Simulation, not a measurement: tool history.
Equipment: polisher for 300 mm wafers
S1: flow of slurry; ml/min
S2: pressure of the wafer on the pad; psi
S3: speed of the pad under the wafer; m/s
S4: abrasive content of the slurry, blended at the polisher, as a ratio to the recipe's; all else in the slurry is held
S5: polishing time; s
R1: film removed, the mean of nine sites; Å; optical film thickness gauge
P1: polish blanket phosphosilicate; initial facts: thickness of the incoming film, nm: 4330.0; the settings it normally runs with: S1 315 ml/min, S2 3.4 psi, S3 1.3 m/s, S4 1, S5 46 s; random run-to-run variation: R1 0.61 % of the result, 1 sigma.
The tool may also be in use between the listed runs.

| run | hour | S1 | S2 | S3 | S4 | S5 | R1 |
|---|---|---|---|---|---|---|---|
| 1 | 18.2 | 315 | 3.4 | 1.3 | 1 | 46 | 5161.8 |
| 2 | 28.4 | 315 | 1.8 | 1.3 | 1 | 27 | 1628.4 |
| 3 | 43.2 | 315 | 3.4 | 1.72 | 1 | 46 | 6525.2 |
| 4 | 61 | 195 | 3.4 | 1.3 | 1 | 46 | 4947.5 |
| 5 | 72.1 | 315 | 3.4 | 1.3 | 0.6 | 46 | 3964.7 |
| 6 | 86.6 | 315 | 3.4 | 1.3 | 1 | 46 | 5108.4 |
| 7 | 98 | 315 | 3.4 | 1.3 | 1.3 | 46 | 5771.4 |
| 8 | 110.6 | 495 | 3.4 | 1.3 | 1 | 46 | 5343.3 |
|  | 119.1 | head pressure recalibrated |
| 9 | 127.2 | 440 | 3.4 | 0.68 | 1 | 46 | 3143.4 |
| 10 | 137.7 | 315 | 2.1 | 1.3 | 1 | 46 | 3206.2 |
| 11 | 146.7 | 315 | 3.4 | 1.3 | 1 | 26 | 2922.3 |
| 12 | 159.4 | 230 | 3.4 | 1.3 | 1.45 | 46 | 5845.6 |

Expected results for the next run?
| 13 | 173.1 | 315 | 5.3 | 1.3 | 1 | 46 | ? |

R1: 8119.7 Å

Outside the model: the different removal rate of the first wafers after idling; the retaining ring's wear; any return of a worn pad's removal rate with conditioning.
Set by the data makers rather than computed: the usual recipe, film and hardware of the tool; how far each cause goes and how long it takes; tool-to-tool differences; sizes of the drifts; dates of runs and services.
